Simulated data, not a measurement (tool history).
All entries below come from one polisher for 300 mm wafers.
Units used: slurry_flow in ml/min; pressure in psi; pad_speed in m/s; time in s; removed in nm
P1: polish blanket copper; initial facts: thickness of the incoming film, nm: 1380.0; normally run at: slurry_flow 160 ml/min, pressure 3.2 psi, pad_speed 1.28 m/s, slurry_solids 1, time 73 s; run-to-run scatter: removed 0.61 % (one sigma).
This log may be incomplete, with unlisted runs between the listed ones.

| run | hour | slurry_flow | pressure | pad_speed | slurry_solids | time | removed |
|---|---|---|---|---|---|---|---|
| 1 | 14 | 160 | 3.2 | 1.28 | 1 | 73 | 257.72 |
| 2 | 24.8 | 160 | 3.2 | 1.98 | 1 | 108 | 579.56 |
| 3 | 35.4 | 160 | 3.2 | 1.28 | 1.25 | 73 | 270.9 |
| 4 | 49 | 160 | 3.2 | 1.28 | 1 | 73 | 256.99 |
| 5 | 57.9 | 160 | 3.2 | 1.9 | 1 | 73 | 380.27 |
| 6 | 73.7 | 160 | 3.2 | 1.28 | 1 | 48 | 168.67 |
| 7 | 87.8 | 160 | 3.2 | 1.28 | 1 | 73 | 258.24 |
| 8 | 99.1 | 160 | 3.2 | 1.28 | 0.5 | 73 | 219.95 |
| 9 | 110.8 | 160 | 4.6 | 1.28 | 1 | 73 | 366.28 |
| 10 | 122.8 | 160 | 3.2 | 0.74 | 1 | 73 | 148.58 |
| 11 | 135.3 | 160 | 3.2 | 1.28 | 1 | 73 | 255.65 |
| 12 | 145.6 | 160 | 4.2 | 0.84 | 1 | 73 | 221.93 |
| 13 | 153.8 | 160 | 3.2 | 1.28 | 1 | 92 | 323.05 |
| 14 | 169.4 | 160 | 3.2 | 1.28 | 1 | 73 | 256.35 |
| 15 | 183.3 | 95 | 3.2 | 1.28 | 1 | 73 | 230.41 |
| 16 | 192.5 | 235 | 3.2 | 1.28 | 1 | 73 | 273.1 |
| 17 | 204.2 | 160 | 2 | 1.28 | 1 | 73 | 161.87 |
| 18 | 212.6 | 160 | 3.2 | 1.28 | 1 | 73 | 256.45 |
| 19 | 222.2 | 160 | 3.2 | 1.28 | 1 | 73 | 250.25 |
| 20 | 233.6 | 160 | 3.2 | 1.28 | 1 | 73 | 241.65 |
| 21 | 248.7 | 160 | 3.2 | 1.28 | 1 | 73 | 238.18 |
|  | 254.8 | slurry blender recalibrated |
| 22 | 261.4 | 160 | 3.2 | 1.28 | 1 | 73 | 235.55 |
|  | 262.4 | head pressure recalibrated |
| 23 | 276 | 160 | 3.2 | 1.28 | 1 | 73 | 234.79 |
| 24 | 290.8 | 160 | 3.2 | 1.28 | 1 | 73 | 234.2 |
| 25 | 306.1 | 160 | 3.2 | 1.28 | 1 | 73 | 230.37 |

What P1 gives has crept off from where it sat before. The 2 causes that follow fit the log equally well, each at the size noted:
A: removal rate lost through wear of the pad, % = 9.89
B: slurry flow missing at the pad, % = 39.6
Creep in the process output first set in at about hour 212.6.
Excluded causes, each with its reason:
head's pressure below its setpoint, %: its service at hour 262.4 followed the start of the drift and did not put the process back to its old value
abrasive missing from the slurry, %: its service at hour 254.8 followed the start of the drift and did not put the process back to its old value

Listed below are the offered check runs, one wafer per run, with question marks in place of results. For which of them would the causes give clearly different outcomes?
| check 1 | 321.4 | 160 | 3.2 | 1.28 | 0.6 | 73 | ? |
| check 2 | 321.4 | 160 | 3.2 | 1.7 | 1 | 73 | ? |
| check 3 | 321.4 | 160 | 4 | 1.88 | 1 | 73 | ? |
| check 4 | 321.4 | 95 | 4.6 | 1.28 | 1 | 73 | ? |

Predicted outcomes, by check and by cause:
| check | result | if A | if B |
|---|---|---|---|
| check 1 | removed | 207.79 | 207.82 |
| check 2 | removed | 306.86 | 306.9 |
| check 3 | removed | 424.19 | 424.25 |
| check 4 | removed | 298 | 280.76 |
Separation of the two closest causes in each check, using whichever result separates them best: check 1 0.01 %; check 2 0.01 %; check 3 0.01 %; check 4 5.96 %
Check 4 distinguishes between the causes, while the remaining checks would return nearly the same result for all of them.

Running check 4 produced the following: removed 278.81 nm. Which one of the listed causes fits?

The cause is B: slurry flow missing at the pad, %.

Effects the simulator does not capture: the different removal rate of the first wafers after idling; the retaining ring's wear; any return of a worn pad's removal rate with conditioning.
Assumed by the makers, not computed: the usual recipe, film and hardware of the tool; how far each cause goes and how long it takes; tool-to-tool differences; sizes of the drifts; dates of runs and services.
